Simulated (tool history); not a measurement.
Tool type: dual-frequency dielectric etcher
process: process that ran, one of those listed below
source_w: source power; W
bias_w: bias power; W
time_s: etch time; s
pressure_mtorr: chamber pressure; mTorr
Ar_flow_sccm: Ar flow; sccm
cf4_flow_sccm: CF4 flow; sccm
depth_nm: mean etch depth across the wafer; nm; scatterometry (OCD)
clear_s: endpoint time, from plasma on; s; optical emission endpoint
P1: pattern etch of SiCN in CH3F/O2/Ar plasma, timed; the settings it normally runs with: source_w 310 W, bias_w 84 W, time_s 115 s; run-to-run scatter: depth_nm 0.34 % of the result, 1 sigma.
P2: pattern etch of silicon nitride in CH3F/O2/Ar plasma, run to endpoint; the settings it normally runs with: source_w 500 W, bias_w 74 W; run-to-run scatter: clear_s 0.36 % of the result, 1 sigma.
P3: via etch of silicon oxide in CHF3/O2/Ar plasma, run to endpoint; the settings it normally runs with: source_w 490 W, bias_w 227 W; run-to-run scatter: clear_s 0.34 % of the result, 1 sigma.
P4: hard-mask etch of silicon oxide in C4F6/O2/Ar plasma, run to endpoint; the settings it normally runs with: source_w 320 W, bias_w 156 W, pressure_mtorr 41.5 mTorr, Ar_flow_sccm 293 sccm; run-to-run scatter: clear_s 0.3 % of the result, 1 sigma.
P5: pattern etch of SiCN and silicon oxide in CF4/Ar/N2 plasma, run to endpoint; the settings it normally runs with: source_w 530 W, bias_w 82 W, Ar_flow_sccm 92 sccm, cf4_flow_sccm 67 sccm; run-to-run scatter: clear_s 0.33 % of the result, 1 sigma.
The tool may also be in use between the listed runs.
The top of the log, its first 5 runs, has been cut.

run,day,process,source_w,bias_w,time_s,pressure_mtorr,Ar_flow_sccm,cf4_flow_sccm,hours since the last wet clean,hours since the last source power generator calibration,hours since the last bias power generator calibration,depth_nm,clear_s
6,1.471,P2,500,53,,,,,184.3,1262.6,2310.6,,27.98
7,1.825,P5,530,82,,,92,67,192.8,1271.1,2319.1,,10.753
8,2.2,P5,710,82,,,92,67,201.8,1280.1,2328.1,,8.2912
9,2.392,P4,320,156,,41.5,293,,206.4,1284.7,2332.7,,63.207
10,2.646,P5,530,82,,,118,67,212.5,1290.8,2338.8,,11.206
11,2.883,P4,320,156,,30.5,293,,218.2,1296.5,2344.5,,61.159
12,3.117,P1,310,66,115,,,,223.8,1302.1,2350.1,39.587,
13,3.371,P3,490,227,,,,,229.9,1308.2,2356.2,,263.97
14,3.567,P1,310,84,115,,,,234.6,1312.9,2360.9,42.978,
15,3.788,P4,320,156,,41.5,198,,239.9,1318.2,2366.2,,60.509
16,3.992,P1,310,116,115,,,,244.8,1323.1,2371.1,48.5,
17,4.3,P2,700,74,,,,,252.2,1330.5,2378.5,,22.153
18,4.542,P2,500,74,,,,,258,1336.3,2384.3,,25.36
19,4.796,P1,310,84,115,,,,264.1,1342.4,2390.4,43.432,
20,5.162,P2,500,74,,,,,272.9,1351.2,2399.2,,25.157
21,5.496,P1,210,84,115,,,,280.9,1359.2,2407.2,37.327,
22,5.792,P1,310,84,157,,,,288,1366.3,2414.3,58.545,
23,6,P4,320,156,,41.5,293,,293,1371.3,2419.3,,63.619
24,6.25,P3,630,227,,,,,299,1377.3,2425.3,,241.22
25,6.617,P1,430,84,144.5,,,,307.8,1386.1,2434.1,61.432,
26,6.925,P5,530,82,,,92,90,315.2,1393.5,2441.5,,10.323
27,7.288,P3,490,227,,,,,323.9,1402.2,2450.2,,265.2
28,7.625,P1,410,84,115,,,,332,1410.3,2458.3,47.973,
29,7.808,P1,310,84,115,,,,336.4,1414.7,2462.7,43.105,
30,8.179,P5,530,101,,,92,67,345.3,1423.6,2471.6,,10.033

Run 31 comes next. What will it give?
31,8.525,P4,400,156,,41.5,293,,353.6,1431.9,2479.9,,?

{"run 31": {"clear_s": 58.169}}

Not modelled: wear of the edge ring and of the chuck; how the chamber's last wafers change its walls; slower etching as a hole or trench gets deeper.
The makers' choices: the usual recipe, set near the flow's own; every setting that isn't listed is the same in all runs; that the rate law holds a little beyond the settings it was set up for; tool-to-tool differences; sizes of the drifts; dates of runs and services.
